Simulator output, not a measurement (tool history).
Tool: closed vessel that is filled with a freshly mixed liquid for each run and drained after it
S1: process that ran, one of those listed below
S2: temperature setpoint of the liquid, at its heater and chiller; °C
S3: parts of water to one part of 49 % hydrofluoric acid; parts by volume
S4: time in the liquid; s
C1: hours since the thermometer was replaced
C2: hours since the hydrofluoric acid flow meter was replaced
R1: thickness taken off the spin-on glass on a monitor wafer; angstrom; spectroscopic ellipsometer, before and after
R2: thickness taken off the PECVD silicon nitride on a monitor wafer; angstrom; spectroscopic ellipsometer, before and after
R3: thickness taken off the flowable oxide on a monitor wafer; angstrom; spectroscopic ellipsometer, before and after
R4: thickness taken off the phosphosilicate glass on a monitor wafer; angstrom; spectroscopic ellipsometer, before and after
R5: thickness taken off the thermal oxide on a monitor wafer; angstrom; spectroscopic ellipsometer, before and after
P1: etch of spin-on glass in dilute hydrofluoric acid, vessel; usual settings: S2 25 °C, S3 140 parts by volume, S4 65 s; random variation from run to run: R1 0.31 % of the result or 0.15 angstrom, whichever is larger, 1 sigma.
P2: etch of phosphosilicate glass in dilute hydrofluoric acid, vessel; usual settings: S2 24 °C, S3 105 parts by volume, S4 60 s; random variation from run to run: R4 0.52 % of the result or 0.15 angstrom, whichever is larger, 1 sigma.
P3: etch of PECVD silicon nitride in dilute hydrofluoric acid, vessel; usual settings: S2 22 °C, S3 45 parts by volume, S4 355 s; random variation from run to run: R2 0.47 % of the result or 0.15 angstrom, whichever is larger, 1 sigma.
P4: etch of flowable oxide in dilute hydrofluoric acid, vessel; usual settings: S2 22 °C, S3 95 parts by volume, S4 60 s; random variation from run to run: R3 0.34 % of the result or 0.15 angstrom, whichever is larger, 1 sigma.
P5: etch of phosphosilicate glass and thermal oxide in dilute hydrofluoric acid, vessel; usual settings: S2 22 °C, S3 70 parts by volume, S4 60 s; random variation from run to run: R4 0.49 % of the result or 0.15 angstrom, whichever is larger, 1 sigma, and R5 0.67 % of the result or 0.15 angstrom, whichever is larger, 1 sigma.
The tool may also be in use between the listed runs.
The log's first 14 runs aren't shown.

run	hour	S1	S2	S3	S4	C1	C2	R1	R2	R3	R4	R5
15	187.2	P1	25	140	65	448	780.1	240.71				
16	194.8	P2	24	105	60	455.6	787.7				586.27	
17	205.1	P2	24	160	60	465.9	798				363.93	
18	220.6	P1	25	65	65	481.4	813.5	572.45				
19	228.2	P5	22	70	60	489	821.1				828.68	41.095
20	240	P3	30	45	355	500.8	832.9		196.59			
21	249.3	P3	22	45	355	510.1	842.2		114.43			
22	258.3	P1	25	140	65	519.1	851.2	241.7				
23	273	P4	22	95	60	533.8	865.9			209.04		
24	284	P1	25	140	65	544.8	876.9	240.46				
25	293.3	P1	25	140	65	554.1	886.2	241.68				
26	306.3	P1	25	140	30	567.1	899.2	111.16				
27	315.2	P3	22	70	355	576	908.1		75.319			
28	332	P4	22	95	60	592.8	924.9			208.44		
29	345.6	P1	25	140	65	606.4	938.5	241.41				
30	361.5	P1	18.5	220	65	622.3	954.4	110.41				
31	369.7	P2	24	105	105	630.5	962.6				1030.3	
32	385	P1	31.5	140	65	645.8	977.9	305.41				
33	393.2	P1	25	140	65	654	986.1	240.29				
34	409.9	P1	25	140	65	670.7	1002.8	230.8				
35	422.7	P1	25	140	65	683.5	1015.6	228.07				
36	433.7	P1	25	140	65	694.5	1026.6	225.51				
37	443.1	P1	25	140	65	703.9	1036	223.54				

Run 38 comes next. What will it give?
38	455.2	P1	25	140	65	716	1048.1	?				

R1: 222.72 angstrom

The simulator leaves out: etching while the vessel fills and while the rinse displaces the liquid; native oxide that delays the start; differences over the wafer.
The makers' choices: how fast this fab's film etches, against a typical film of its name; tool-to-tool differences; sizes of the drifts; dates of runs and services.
